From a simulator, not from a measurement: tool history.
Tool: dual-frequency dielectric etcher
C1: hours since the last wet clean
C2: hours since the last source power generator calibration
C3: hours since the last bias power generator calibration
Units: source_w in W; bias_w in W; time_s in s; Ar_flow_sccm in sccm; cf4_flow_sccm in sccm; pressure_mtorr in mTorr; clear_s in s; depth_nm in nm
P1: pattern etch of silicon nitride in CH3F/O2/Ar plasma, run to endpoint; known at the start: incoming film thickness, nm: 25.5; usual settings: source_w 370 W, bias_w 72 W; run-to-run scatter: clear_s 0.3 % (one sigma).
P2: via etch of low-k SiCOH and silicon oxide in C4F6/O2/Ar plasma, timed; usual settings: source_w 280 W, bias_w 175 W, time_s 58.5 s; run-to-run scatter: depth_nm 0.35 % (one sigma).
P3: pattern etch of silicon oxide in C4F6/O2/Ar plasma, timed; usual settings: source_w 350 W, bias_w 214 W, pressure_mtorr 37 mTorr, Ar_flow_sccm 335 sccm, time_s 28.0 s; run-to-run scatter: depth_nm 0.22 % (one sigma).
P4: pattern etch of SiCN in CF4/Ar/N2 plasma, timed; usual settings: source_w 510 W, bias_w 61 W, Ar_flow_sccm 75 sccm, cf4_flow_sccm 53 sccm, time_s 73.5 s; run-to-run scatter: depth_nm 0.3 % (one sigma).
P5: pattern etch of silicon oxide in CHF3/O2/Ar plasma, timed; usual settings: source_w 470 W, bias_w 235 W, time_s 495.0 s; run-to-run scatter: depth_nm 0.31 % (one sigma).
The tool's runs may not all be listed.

run 1 hour=3.8 | process=P1 source_w=370 bias_w=72 | C1=103.8 C2=1654.9 C3=1764.2 | clear_s=38.208
run 2 hour=11.2 | process=P2 source_w=280 bias_w=229 time_s=58.5 | C1=111.2 C2=1662.3 C3=1771.6 | depth_nm=157.880
run 3 hour=19.3 | process=P5 source_w=560 bias_w=235 time_s=495.0 | C1=119.3 C2=1670.4 C3=1779.7 | depth_nm=1023.600
run 4 hour=23.9 | process=P4 source_w=410 bias_w=61 time_s=73.5 Ar_flow_sccm=75 cf4_flow_sccm=53 | C1=123.9 C2=1675.0 C3=1784.3 | depth_nm=53.648
run 5 hour=31.6 | process=P1 source_w=450 bias_w=100 | C1=131.6 C2=1682.7 C3=1792.0 | clear_s=31.749
run 6 hour=35.4 | process=P2 source_w=280 bias_w=175 time_s=32.0 | C1=135.4 C2=1686.5 C3=1795.8 | depth_nm=79.798
run 7 hour=39.4 | process=P1 source_w=370 bias_w=72 | C1=139.4 C2=1690.5 C3=1799.8 | clear_s=38.516
run 8 hour=43.9 | process=P3 source_w=350 bias_w=153 time_s=28.0 Ar_flow_sccm=335 pressure_mtorr=37 | C1=143.9 C2=1695.0 C3=1804.3 | depth_nm=77.418
run 9 hour=48.6 | process=P1 source_w=480 bias_w=58 | C1=148.6 C2=1699.7 C3=1809.0 | clear_s=37.373
run 10 hour=55.1 | process=P1 source_w=470 bias_w=72 | C1=155.1 C2=1706.2 C3=1815.5 | clear_s=34.845
run 11 hour=59.1 | process=P4 source_w=510 bias_w=61 time_s=73.5 Ar_flow_sccm=90 cf4_flow_sccm=53 | C1=159.1 C2=1710.2 C3=1819.5 | depth_nm=63.263
run 12 hour=63.2 | process=P1 source_w=370 bias_w=72 | C1=163.2 C2=1714.3 C3=1823.6 | clear_s=38.398
-- hour=65.5 source power generator calibrated
run 13 hour=69.4 | process=P1 source_w=370 bias_w=48 | C1=169.4 C2=4.0 C3=1829.8 | clear_s=43.917
run 14 hour=75.6 | process=P5 source_w=470 bias_w=235 time_s=495.0 | C1=175.6 C2=10.2 C3=1836.0 | depth_nm=960.720
run 15 hour=82.9 | process=P4 source_w=510 bias_w=61 time_s=73.5 Ar_flow_sccm=75 cf4_flow_sccm=53 | C1=182.9 C2=17.5 C3=1843.3 | depth_nm=64.726
run 16 hour=89.5 | process=P1 source_w=370 bias_w=72 | C1=189.5 C2=24.1 C3=1849.9 | clear_s=38.229
run 17 hour=96.4 | process=P3 source_w=350 bias_w=214 time_s=28.0 Ar_flow_sccm=335 pressure_mtorr=37 | C1=196.4 C2=31.0 C3=1856.8 | depth_nm=86.406
run 18 hour=102.5 | process=P3 source_w=350 bias_w=214 time_s=15.5 Ar_flow_sccm=335 pressure_mtorr=37 | C1=202.5 C2=37.1 C3=1862.9 | depth_nm=47.768
run 19 hour=108.2 | process=P4 source_w=510 bias_w=61 time_s=51.0 Ar_flow_sccm=75 cf4_flow_sccm=53 | C1=208.2 C2=42.8 C3=1868.6 | depth_nm=45.187
run 20 hour=115.6 | process=P3 source_w=350 bias_w=214 time_s=28.0 Ar_flow_sccm=434 pressure_mtorr=37 | C1=215.6 C2=50.2 C3=1876.0 | depth_nm=84.014
run 21 hour=121.7 | process=P1 source_w=370 bias_w=72 | C1=221.7 C2=56.3 C3=1882.1 | clear_s=38.197
run 22 hour=126.3 | process=P4 source_w=510 bias_w=61 time_s=73.5 Ar_flow_sccm=75 cf4_flow_sccm=73 | C1=226.3 C2=60.9 C3=1886.7 | depth_nm=68.184
run 23 hour=131.7 | process=P3 source_w=350 bias_w=214 time_s=28.0 Ar_flow_sccm=335 pressure_mtorr=44 | C1=231.7 C2=66.3 C3=1892.1 | depth_nm=84.750
run 24 hour=139.0 | process=P4 source_w=510 bias_w=46 time_s=73.5 Ar_flow_sccm=75 cf4_flow_sccm=53 | C1=239.0 C2=73.6 C3=1899.4 | depth_nm=59.525
run 25 hour=143.7 | process=P3 source_w=230 bias_w=214 time_s=28.0 Ar_flow_sccm=335 pressure_mtorr=37 | C1=243.7 C2=78.3 C3=1904.1 | depth_nm=73.454
run 26 hour=147.7 | process=P2 source_w=340 bias_w=175 time_s=58.5 | C1=247.7 C2=82.3 C3=1908.1 | depth_nm=155.910
run 27 hour=153.4 | process=P1 source_w=370 bias_w=72 | C1=253.4 C2=88.0 C3=1913.8 | clear_s=38.203
run 28 hour=158.1 | process=P5 source_w=470 bias_w=235 time_s=619.0 | C1=258.1 C2=92.7 C3=1918.5 | depth_nm=1195.500
run 29 hour=163.0 | process=P1 source_w=370 bias_w=91 | C1=263.0 C2=97.6 C3=1923.4 | clear_s=35.488
run 30 hour=169.3 | process=P1 source_w=270 bias_w=72 | C1=269.3 C2=103.9 C3=1929.7 | clear_s=43.240
run 31 hour=175.5 | process=P2 source_w=280 bias_w=175 time_s=58.5 | C1=275.5 C2=110.1 C3=1935.9 | depth_nm=145.910
run 32 hour=179.8 | process=P5 source_w=470 bias_w=288 time_s=495.0 | C1=279.8 C2=114.4 C3=1940.2 | depth_nm=1024.400
run 33 hour=185.9 | process=P5 source_w=470 bias_w=235 time_s=495.0 | C1=285.9 C2=120.5 C3=1946.3 | depth_nm=952.360
run 34 hour=192.4 | process=P1 source_w=370 bias_w=72 | C1=292.4 C2=127.0 C3=1952.8 | clear_s=38.328
run 35 hour=197.0 | process=P1 source_w=370 bias_w=72 | C1=297.0 C2=131.6 C3=1957.4 | clear_s=38.172
run 36 hour=203.4 | process=P1 source_w=370 bias_w=72 | C1=303.4 C2=138.0 C3=1963.8 | clear_s=37.940
run 37 hour=208.5 | process=P1 source_w=370 bias_w=72 | C1=308.5 C2=143.1 C3=1968.9 | clear_s=37.881
run 38 hour=212.3 | process=P1 source_w=370 bias_w=72 | C1=312.3 C2=146.9 C3=1972.7 | clear_s=37.970
run 39 hour=220.1 | process=P1 source_w=370 bias_w=72 | C1=320.1 C2=154.7 C3=1980.5 | clear_s=38.008

Forecast run 40:
-- hour=220.7 wet clean of the chamber
run 40 hour=225.4 | process=P1 source_w=370 bias_w=72 | C1=4.8 C2=160.0 C3=1985.8 | clear_s=?

{"run 40": {"clear_s": 37.856}}
